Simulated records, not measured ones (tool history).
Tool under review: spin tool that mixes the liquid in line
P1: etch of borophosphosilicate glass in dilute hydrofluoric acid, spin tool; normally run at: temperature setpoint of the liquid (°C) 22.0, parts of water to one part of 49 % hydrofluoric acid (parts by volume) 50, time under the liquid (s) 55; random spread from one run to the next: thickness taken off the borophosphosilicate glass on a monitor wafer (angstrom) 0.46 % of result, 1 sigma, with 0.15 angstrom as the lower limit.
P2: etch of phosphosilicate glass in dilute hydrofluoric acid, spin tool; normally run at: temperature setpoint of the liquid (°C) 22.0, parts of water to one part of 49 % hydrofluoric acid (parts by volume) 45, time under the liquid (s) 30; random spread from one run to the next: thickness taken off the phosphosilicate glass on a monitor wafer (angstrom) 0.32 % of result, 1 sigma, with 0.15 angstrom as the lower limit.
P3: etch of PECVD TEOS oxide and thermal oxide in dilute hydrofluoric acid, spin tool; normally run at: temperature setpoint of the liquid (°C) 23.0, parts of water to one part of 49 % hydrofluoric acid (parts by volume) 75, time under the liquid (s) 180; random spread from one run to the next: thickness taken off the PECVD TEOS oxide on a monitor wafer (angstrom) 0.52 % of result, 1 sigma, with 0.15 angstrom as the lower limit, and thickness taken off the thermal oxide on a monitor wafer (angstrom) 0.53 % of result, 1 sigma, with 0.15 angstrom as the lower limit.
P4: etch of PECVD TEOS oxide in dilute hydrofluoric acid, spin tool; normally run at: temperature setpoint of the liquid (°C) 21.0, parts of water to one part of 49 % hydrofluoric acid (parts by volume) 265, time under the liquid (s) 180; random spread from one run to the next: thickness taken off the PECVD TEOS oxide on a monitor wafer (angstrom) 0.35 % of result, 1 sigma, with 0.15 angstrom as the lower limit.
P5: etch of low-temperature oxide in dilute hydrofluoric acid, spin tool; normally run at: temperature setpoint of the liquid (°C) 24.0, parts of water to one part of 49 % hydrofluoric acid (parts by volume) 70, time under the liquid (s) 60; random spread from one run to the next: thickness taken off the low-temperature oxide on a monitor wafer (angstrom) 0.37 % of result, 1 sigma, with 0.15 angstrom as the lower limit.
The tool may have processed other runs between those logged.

run,hour,process that ran,temperature setpoint of the liquid (°C),parts of water to one part of 49 % hydrofluoric acid (parts by volume),time under the liquid (s),hours since the thermometer was replaced,hours since the hydrofluoric acid flow meter was replaced,thickness taken off the borophosphosilicate glass on a monitor wafer (angstrom),thickness taken off the PECVD TEOS oxide on a monitor wafer (angstrom),thickness taken off the phosphosilicate glass on a monitor wafer (angstrom),thickness taken off the low-temperature oxide on a monitor wafer (angstrom),thickness taken off the thermal oxide on a monitor wafer (angstrom)
1,5.0,P1,22.0,50,55,431.8,288.7,361.470,,,,
2,7.7,P1,22.0,50,55,434.5,291.4,362.110,,,,
3,10.0,P4,21.0,265,180,436.8,293.7,,86.847,,,
4,14.7,P2,22.0,45,15,441.5,298.4,,,486.52,,
5,17.2,P5,24.0,20,60,444.0,300.9,,,,778.72,
6,21.7,P1,22.0,20,55,448.5,305.4,939.550,,,,
7,24.8,P2,22.0,45,30,451.6,308.5,,,970.01,,
8,28.9,P3,23.0,75,180,455.7,312.6,,231.280,,,116.0800
9,31.5,P3,28.5,75,180,458.3,315.2,,285.210,,,143.4600
10,35.2,P4,21.0,265,330,462.0,318.9,,159.820,,,
11,38.8,P3,23.0,20,180,465.6,322.5,,931.000,,,467.4000
12,43.2,P4,21.0,360,180,470.0,326.9,,58.703,,,
13,47.5,P1,22.0,50,55,474.3,331.2,362.340,,,,
14,51.9,P5,24.0,70,105,478.7,335.6,,,,362.92,
15,56.7,P3,23.0,75,15,483.5,340.4,,19.179,,,9.6904
16,60.5,P1,29.0,50,55,487.3,344.2,479.650,,,,
17,65.0,P2,22.0,20,30,491.8,348.7,,,2261.10,,
18,68.1,P4,21.0,265,180,494.9,351.8,,87.143,,,
19,71.7,P5,24.0,70,60,498.5,355.4,,,,208.39,
20,76.7,P1,22.0,50,55,503.5,360.4,361.360,,,,
21,79.6,P1,17.0,50,55,506.4,363.3,293.850,,,,
22,83.2,P1,22.0,80,55,510.0,366.9,219.610,,,,
23,88.0,P1,22.0,50,55,514.8,371.7,362.120,,,,
24,91.9,P1,22.0,50,55,518.7,375.6,363.120,,,,
25,95.0,P2,28.5,45,30,521.8,378.7,,,1267.00,,
26,99.5,P1,22.0,50,55,526.3,383.2,360.270,,,,
27,103.8,P1,22.0,50,15,530.6,387.5,98.531,,,,
28,107.1,P4,26.5,265,180,533.9,390.8,,105.750,,,
29,111.8,P1,22.0,80,15,538.6,395.5,59.902,,,,
30,115.2,P5,17.0,70,60,542.0,398.9,,,,155.67,
31,118.1,P5,24.0,70,60,544.9,401.8,,,,208.29,
32,121.7,P1,22.0,50,95,548.5,405.4,629.420,,,,
33,125.7,P1,22.0,50,55,552.5,409.4,363.230,,,,
34,129.1,P1,22.0,50,55,555.9,412.8,382.760,,,,
35,133.9,P1,22.0,50,55,560.7,417.6,394.730,,,,
36,137.4,P1,22.0,50,55,564.2,421.1,396.360,,,,
37,139.9,P1,22.0,50,55,566.7,423.6,400.540,,,,
38,142.2,P1,22.0,50,55,569.0,425.9,398.180,,,,
39,146.2,P1,22.0,50,55,573.0,429.9,402.610,,,,

P1 no longer gives what it gave before; its output has crept away from where it was. The following 2 causes, each at its listed size, fit the log equally well:
A: hydrofluoric acid flow above the setpoint (%) = 9.97
B: liquid hotter than its thermometer reads (K) = 2.44
Creep in the process output first set in at about hour 125.7.

Listed below are the offered check runs, one wafer per run, with question marks in place of results. For which of them would the causes give clearly different outcomes?
check 1,150.2,P4,21.0,360,330,,,,?,,,
check 2,150.2,P5,24.0,40,90,,,,,,?,
check 3,150.2,P3,28.5,75,15,,,,?,,,?
check 4,150.2,P2,26.0,25,30,,,,,?,,

What every check run would give for each of its results, assuming each possible cause in turn:
check,result,if A,if B
check 1,thickness taken off the PECVD TEOS oxide on a monitor wafer (angstrom),121.890,117.120
check 2,thickness taken off the low-temperature oxide on a monitor wafer (angstrom),627.66,627.84
check 3,thickness taken off the PECVD TEOS oxide on a monitor wafer (angstrom),26.645,26.353
check 3,thickness taken off the thermal oxide on a monitor wafer (angstrom),13.4200,13.2730
check 4,thickness taken off the phosphosilicate glass on a monitor wafer (angstrom),2347.70,2351.80
Per-check spread between the two closest causes, in the result where they differ most: check 1 3.99 %; check 2 0.03 %; check 3 1.1 %; check 4 0.17 %
Only check 1 tells the causes apart: in the others they would give nearly the same result.

Check 1 has now been run. It gave: thickness taken off the PECVD TEOS oxide on a monitor wafer (angstrom) 116.600. Which of the candidate causes is it?

The correct cause is B, namely: liquid hotter than its thermometer reads (K).

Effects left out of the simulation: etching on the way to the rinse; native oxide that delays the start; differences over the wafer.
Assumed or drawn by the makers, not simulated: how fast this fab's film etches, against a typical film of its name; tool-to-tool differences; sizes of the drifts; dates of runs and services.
